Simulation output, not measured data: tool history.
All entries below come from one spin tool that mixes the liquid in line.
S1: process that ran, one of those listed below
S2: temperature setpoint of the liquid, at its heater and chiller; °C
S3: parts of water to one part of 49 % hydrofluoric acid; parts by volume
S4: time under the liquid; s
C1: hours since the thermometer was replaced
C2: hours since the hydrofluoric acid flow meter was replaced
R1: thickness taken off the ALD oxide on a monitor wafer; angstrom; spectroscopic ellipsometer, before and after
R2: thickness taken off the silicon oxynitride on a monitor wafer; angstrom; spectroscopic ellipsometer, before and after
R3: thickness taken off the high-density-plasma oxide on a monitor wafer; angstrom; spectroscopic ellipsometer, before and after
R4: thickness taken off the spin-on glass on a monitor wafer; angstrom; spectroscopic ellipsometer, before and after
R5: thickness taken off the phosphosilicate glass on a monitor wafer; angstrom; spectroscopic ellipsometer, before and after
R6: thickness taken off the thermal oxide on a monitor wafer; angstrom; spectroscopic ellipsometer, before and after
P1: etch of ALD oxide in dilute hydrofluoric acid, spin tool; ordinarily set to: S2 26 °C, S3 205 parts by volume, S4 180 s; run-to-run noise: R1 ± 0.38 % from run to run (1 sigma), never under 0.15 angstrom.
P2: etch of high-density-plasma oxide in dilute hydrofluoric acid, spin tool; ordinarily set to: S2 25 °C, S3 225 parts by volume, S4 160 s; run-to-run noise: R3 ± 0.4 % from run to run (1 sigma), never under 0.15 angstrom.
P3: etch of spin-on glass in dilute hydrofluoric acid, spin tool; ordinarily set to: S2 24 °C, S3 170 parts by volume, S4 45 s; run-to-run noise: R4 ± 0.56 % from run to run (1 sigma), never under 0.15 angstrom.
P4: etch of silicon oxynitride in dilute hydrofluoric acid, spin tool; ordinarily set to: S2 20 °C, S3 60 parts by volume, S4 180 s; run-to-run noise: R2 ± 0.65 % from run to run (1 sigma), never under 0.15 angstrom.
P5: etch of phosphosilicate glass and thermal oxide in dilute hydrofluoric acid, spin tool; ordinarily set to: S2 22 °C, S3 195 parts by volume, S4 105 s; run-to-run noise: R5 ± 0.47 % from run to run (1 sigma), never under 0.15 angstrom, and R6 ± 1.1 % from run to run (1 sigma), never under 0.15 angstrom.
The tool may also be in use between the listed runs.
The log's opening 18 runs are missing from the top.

{"run": 19, "hour": 211.2, "S1": "P5", "S2": 28.5, "S3": 195, "S4": 105, "C1": 1576.2, "C2": 426.3, "R5": 345.26, "R6": 28.835}
{"run": 20, "hour": 218.8, "S1": "P5", "S2": 22, "S3": 350, "S4": 105, "C1": 1583.8, "C2": 433.9, "R5": 130.38, "R6": 10.974}
{"run": 21, "hour": 229.0, "S1": "P5", "S2": 22, "S3": 195, "S4": 105, "C1": 1594, "C2": 444.1, "R5": 271.04, "R6": 22.497}
{"run": 22, "hour": 239.1, "S1": "P2", "S2": 33.5, "S3": 225, "S4": 160, "C1": 1604.1, "C2": 454.2, "R3": 66.625}
{"run": 23, "hour": 253.8, "S1": "P5", "S2": 22, "S3": 195, "S4": 105, "C1": 1618.8, "C2": 468.9, "R5": 269.6, "R6": 22.619}
{"run": 24, "hour": 267.3, "S1": "P1", "S2": 26, "S3": 130, "S4": 180, "C1": 1632.3, "C2": 482.4, "R1": 138.81}
{"run": 25, "hour": 277.1, "S1": "P1", "S2": 26, "S3": 365, "S4": 180, "C1": 1642.1, "C2": 492.2, "R1": 38.011}
{"run": 26, "hour": 292.0, "S1": "P2", "S2": 25, "S3": 225, "S4": 85, "C1": 1657, "C2": 507.1, "R3": 26.438}
{"run": 27, "hour": 303.6, "S1": "P1", "S2": 21.5, "S3": 205, "S4": 180, "C1": 1668.6, "C2": 518.7, "R1": 68.584}
{"run": 28, "hour": 318.9, "S1": "P4", "S2": 20, "S3": 60, "S4": 180, "C1": 1683.9, "C2": 534, "R2": 36.227}
{"run": 29, "hour": 333.1, "S1": "P4", "S2": 23.5, "S3": 60, "S4": 180, "C1": 1698.1, "C2": 548.2, "R2": 43.68}
{"run": 30, "hour": 340.9, "S1": "P3", "S2": 24, "S3": 170, "S4": 15, "C1": 1705.9, "C2": 556, "R4": 17.161}
{"run": 31, "hour": 356.6, "S1": "P1", "S2": 26, "S3": 205, "S4": 180, "C1": 1721.6, "C2": 571.7, "R1": 80.033}
{"run": 32, "hour": 364.8, "S1": "P1", "S2": 26, "S3": 205, "S4": 180, "C1": 1729.8, "C2": 579.9, "R1": 80.537}
{"run": 33, "hour": 376.0, "S1": "P1", "S2": 26, "S3": 205, "S4": 180, "C1": 1741, "C2": 591.1, "R1": 82.687}
{"run": 34, "hour": 389.3, "S1": "P1", "S2": 26, "S3": 205, "S4": 180, "C1": 1754.3, "C2": 604.4, "R1": 84.083}
{"run": 35, "hour": 402.3, "S1": "P1", "S2": 26, "S3": 205, "S4": 180, "C1": 1767.3, "C2": 617.4, "R1": 85.414}
{"run": 36, "hour": 417.5, "S1": "P1", "S2": 26, "S3": 205, "S4": 180, "C1": 1782.5, "C2": 632.6, "R1": 86.108}
{"run": 37, "hour": 426.4, "S1": "P1", "S2": 26, "S3": 205, "S4": 180, "C1": 1791.4, "C2": 641.5, "R1": 86.753}
{"run": 38, "hour": 437.4, "S1": "P1", "S2": 26, "S3": 205, "S4": 180, "C1": 1802.4, "C2": 652.5, "R1": 86.13}
{"run": 39, "hour": 448.8, "S1": "P1", "S2": 26, "S3": 205, "S4": 180, "C1": 1813.8, "C2": 663.9, "R1": 87.114}
{"run": 40, "hour": 463.6, "S1": "P1", "S2": 26, "S3": 205, "S4": 180, "C1": 1828.6, "C2": 678.7, "R1": 86.842}
{"run": 41, "hour": 475.7, "S1": "P1", "S2": 26, "S3": 205, "S4": 180, "C1": 1840.7, "C2": 690.8, "R1": 87.891}
{"run": 42, "hour": 488.3, "S1": "P1", "S2": 26, "S3": 205, "S4": 180, "C1": 1853.3, "C2": 703.4, "R1": 87.613}

What will run 43 give?
{"run": 43, "hour": 502.5, "S1": "P1", "S2": 26, "S3": 205, "S4": 180, "C1": 1867.5, "C2": 717.6, "R1": "?"}

R1: 87.683 angstrom
